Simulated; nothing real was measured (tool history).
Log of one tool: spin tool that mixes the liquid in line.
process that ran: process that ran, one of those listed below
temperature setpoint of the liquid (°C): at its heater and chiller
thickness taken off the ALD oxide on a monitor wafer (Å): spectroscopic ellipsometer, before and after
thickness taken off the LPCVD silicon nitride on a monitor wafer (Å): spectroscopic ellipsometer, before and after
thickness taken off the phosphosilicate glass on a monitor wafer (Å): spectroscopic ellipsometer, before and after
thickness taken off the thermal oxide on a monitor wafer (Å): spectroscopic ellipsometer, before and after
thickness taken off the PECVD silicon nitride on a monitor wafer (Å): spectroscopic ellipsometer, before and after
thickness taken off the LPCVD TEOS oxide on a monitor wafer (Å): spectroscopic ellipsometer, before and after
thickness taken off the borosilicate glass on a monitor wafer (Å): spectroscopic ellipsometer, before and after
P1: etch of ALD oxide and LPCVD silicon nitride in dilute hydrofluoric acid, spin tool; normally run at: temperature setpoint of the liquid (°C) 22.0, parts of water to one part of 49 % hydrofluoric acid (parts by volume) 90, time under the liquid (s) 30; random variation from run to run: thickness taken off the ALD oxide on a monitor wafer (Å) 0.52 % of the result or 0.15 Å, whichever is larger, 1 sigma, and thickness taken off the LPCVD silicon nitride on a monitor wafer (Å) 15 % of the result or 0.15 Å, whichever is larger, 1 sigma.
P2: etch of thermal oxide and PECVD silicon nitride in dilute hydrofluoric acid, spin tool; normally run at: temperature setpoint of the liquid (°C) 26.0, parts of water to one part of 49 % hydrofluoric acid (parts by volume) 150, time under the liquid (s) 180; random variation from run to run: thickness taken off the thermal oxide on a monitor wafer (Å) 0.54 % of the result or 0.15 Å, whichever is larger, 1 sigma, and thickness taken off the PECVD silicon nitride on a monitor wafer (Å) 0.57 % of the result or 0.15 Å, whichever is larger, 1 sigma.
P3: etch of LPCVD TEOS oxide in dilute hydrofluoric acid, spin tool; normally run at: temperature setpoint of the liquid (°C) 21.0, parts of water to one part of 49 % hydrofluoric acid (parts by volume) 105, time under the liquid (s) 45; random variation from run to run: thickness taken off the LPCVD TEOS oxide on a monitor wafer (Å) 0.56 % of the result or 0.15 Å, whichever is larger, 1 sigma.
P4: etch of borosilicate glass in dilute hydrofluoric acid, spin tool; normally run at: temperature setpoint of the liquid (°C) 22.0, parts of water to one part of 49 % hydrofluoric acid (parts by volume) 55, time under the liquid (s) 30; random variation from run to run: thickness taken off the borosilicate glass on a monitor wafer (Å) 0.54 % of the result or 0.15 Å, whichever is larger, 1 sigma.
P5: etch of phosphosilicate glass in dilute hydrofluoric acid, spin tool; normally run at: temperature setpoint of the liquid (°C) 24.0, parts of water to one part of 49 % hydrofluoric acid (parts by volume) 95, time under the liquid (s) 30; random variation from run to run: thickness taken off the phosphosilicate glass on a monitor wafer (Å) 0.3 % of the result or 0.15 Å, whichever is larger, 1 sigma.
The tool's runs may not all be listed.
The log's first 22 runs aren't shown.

| run | hour | process that ran | temperature setpoint of the liquid (°C) | parts of water to one part of 49 % hydrofluoric acid (parts by volume) | time under the liquid (s) | hours since the thermometer was replaced | hours since the hydrofluoric acid flow meter was replaced | thickness taken off the ALD oxide on a monitor wafer (Å) | thickness taken off the LPCVD silicon nitride on a monitor wafer (Å) | thickness taken off the phosphosilicate glass on a monitor wafer (Å) | thickness taken off the thermal oxide on a monitor wafer (Å) | thickness taken off the PECVD silicon nitride on a monitor wafer (Å) | thickness taken off the LPCVD TEOS oxide on a monitor wafer (Å) | thickness taken off the borosilicate glass on a monitor wafer (Å) |
|---|---|---|---|---|---|---|---|---|---|---|---|---|---|---|
| 23 | 118.7 | P1 | 22.0 | 50 | 30 | 522.4 | 286.4 | 199.540 | 3.99930 |  |  |  |  |  |
| 24 | 125.1 | P1 | 22.0 | 90 | 30 | 528.8 | 292.8 | 106.610 | 1.70470 |  |  |  |  |  |
| 25 | 130.2 | P2 | 26.0 | 150 | 80 | 533.9 | 297.9 |  |  |  | 25.735 | 20.186 |  |  |
| 26 | 133.5 | P4 | 22.0 | 55 | 15 | 537.2 | 301.2 |  |  |  |  |  |  | 57.747 |
| 27 | 138.3 | P1 | 29.0 | 90 | 30 | 542.0 | 306.0 | 140.110 | 2.50720 |  |  |  |  |  |
| 28 | 144.6 | P4 | 22.0 | 55 | 30 | 548.3 | 312.3 |  |  |  |  |  |  | 115.510 |
| 29 | 150.9 | P1 | 22.0 | 90 | 15 | 554.6 | 318.6 | 52.938 | 0.68931 |  |  |  |  |  |
| 30 | 155.4 | P1 | 22.0 | 90 | 30 | 559.1 | 323.1 | 107.140 | 1.78570 |  |  |  |  |  |
| 31 | 160.9 | P1 | 22.0 | 90 | 30 | 564.6 | 328.6 | 105.530 | 2.17350 |  |  |  |  |  |
| 32 | 164.8 | P1 | 22.0 | 90 | 30 | 568.5 | 332.5 | 109.110 | 1.56980 |  |  |  |  |  |
| 33 | 170.4 | P1 | 22.0 | 90 | 30 | 574.1 | 338.1 | 110.910 | 1.61460 |  |  |  |  |  |
| 34 | 174.6 | P1 | 22.0 | 90 | 30 | 578.3 | 342.3 | 111.370 | 2.10380 |  |  |  |  |  |
| 35 | 179.1 | P1 | 22.0 | 90 | 30 | 582.8 | 346.8 | 113.240 | 1.39570 |  |  |  |  |  |
| 36 | 184.0 | P1 | 22.0 | 90 | 30 | 587.7 | 351.7 | 112.960 | 1.43840 |  |  |  |  |  |

Run 37 comes next. What will it give?
| 37 | 190.0 | P1 | 22.0 | 90 | 30 | 593.7 | 357.7 | ? | ? |  |  |  |  |  |

Run 37 gave thickness taken off the ALD oxide on a monitor wafer (Å) 113.580, thickness taken off the LPCVD silicon nitride on a monitor wafer (Å) 2.04740.
